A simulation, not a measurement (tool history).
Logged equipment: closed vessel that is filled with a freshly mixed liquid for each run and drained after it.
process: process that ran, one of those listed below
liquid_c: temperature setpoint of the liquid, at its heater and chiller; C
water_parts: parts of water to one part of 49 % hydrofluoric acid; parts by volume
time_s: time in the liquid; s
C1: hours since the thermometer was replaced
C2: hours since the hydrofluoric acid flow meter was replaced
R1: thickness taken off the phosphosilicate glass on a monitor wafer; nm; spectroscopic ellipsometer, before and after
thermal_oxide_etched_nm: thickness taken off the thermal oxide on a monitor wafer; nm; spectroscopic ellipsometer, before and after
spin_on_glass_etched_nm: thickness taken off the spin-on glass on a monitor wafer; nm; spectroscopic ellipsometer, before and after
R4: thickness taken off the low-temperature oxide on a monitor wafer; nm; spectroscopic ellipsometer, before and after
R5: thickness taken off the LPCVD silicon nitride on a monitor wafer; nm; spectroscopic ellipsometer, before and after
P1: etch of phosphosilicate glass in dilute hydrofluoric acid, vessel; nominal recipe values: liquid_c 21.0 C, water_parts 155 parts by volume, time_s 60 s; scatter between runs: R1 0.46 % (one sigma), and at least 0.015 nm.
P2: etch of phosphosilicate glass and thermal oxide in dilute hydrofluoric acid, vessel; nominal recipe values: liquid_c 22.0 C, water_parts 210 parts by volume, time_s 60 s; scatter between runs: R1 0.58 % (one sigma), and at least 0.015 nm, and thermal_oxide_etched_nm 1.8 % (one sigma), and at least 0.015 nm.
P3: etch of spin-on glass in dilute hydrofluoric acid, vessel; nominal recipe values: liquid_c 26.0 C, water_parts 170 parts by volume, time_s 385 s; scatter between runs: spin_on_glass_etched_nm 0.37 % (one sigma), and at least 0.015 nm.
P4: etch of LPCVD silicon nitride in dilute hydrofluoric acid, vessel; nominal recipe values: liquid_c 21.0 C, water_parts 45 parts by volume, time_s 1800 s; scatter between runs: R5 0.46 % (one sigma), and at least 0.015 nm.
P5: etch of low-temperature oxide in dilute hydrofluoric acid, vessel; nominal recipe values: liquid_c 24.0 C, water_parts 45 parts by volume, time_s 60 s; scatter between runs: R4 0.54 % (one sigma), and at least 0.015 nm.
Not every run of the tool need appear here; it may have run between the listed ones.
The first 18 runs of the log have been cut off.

{"run": 19, "day": 11.233, "process": "P2", "liquid_c": 25.5, "water_parts": 210, "time_s": 60, "C1": 565.1, "C2": 1251.9, "R1": 53.356, "thermal_oxide_etched_nm": 1.2571}
{"run": 20, "day": 11.796, "process": "P1", "liquid_c": 21.0, "water_parts": 155, "time_s": 60, "C1": 578.6, "C2": 1265.4, "R1": 64.514}
{"run": 21, "day": 12.488, "process": "P1", "liquid_c": 21.0, "water_parts": 155, "time_s": 60, "C1": 595.2, "C2": 1282.0, "R1": 64.355}
{"run": 22, "day": 12.908, "process": "P5", "liquid_c": 31.0, "water_parts": 45, "time_s": 60, "C1": 605.3, "C2": 1292.1, "R4": 20.094}
{"run": 23, "day": 13.654, "process": "P3", "liquid_c": 26.0, "water_parts": 170, "time_s": 385, "C1": 623.2, "C2": 1310.0, "spin_on_glass_etched_nm": 51.081}
{"run": 24, "day": 14.05, "process": "P1", "liquid_c": 21.0, "water_parts": 155, "time_s": 60, "C1": 632.7, "C2": 1319.5, "R1": 64.895}
{"run": 25, "day": 14.633, "process": "P3", "liquid_c": 26.0, "water_parts": 170, "time_s": 135, "C1": 646.7, "C2": 1333.5, "spin_on_glass_etched_nm": 17.831}
{"run": 26, "day": 15.375, "process": "P1", "liquid_c": 21.0, "water_parts": 155, "time_s": 30, "C1": 664.5, "C2": 1351.3, "R1": 32.232}
{"run": 27, "day": 16.15, "process": "P2", "liquid_c": 22.0, "water_parts": 210, "time_s": 60, "C1": 683.1, "C2": 1369.9, "R1": 47.028, "thermal_oxide_etched_nm": 1.1179}
{"run": 28, "day": 16.925, "process": "P4", "liquid_c": 21.0, "water_parts": 65, "time_s": 1800, "C1": 701.7, "C2": 1388.5, "R5": 10.027}
{"run": 29, "day": 17.542, "process": "P1", "liquid_c": 21.0, "water_parts": 260, "time_s": 30, "C1": 716.5, "C2": 1403.3, "R1": 17.21}
{"run": 30, "day": 18.017, "process": "P2", "liquid_c": 22.0, "water_parts": 210, "time_s": 105, "C1": 727.9, "C2": 1414.7, "R1": 81.563, "thermal_oxide_etched_nm": 1.961}
{"run": 31, "day": 18.792, "process": "P1", "liquid_c": 17.0, "water_parts": 155, "time_s": 60, "C1": 746.5, "C2": 1433.3, "R1": 55.396}
{"run": 32, "day": 19.4, "process": "P1", "liquid_c": 21.0, "water_parts": 155, "time_s": 60, "C1": 761.1, "C2": 1447.9, "R1": 64.69}
{"run": 33, "day": 19.808, "process": "P1", "liquid_c": 21.0, "water_parts": 155, "time_s": 60, "C1": 770.9, "C2": 1457.7, "R1": 63.327}
{"run": 34, "day": 20.504, "process": "P1", "liquid_c": 21.0, "water_parts": 155, "time_s": 60, "C1": 787.6, "C2": 1474.4, "R1": 61.53}

What does the tool deliver on the next run?
{"run": 35, "day": 21.204, "process": "P1", "liquid_c": 21.0, "water_parts": 155, "time_s": 60, "C1": 804.4, "C2": 1491.2, "R1": "?"}

{"run 35": {"R1": 61.043}}
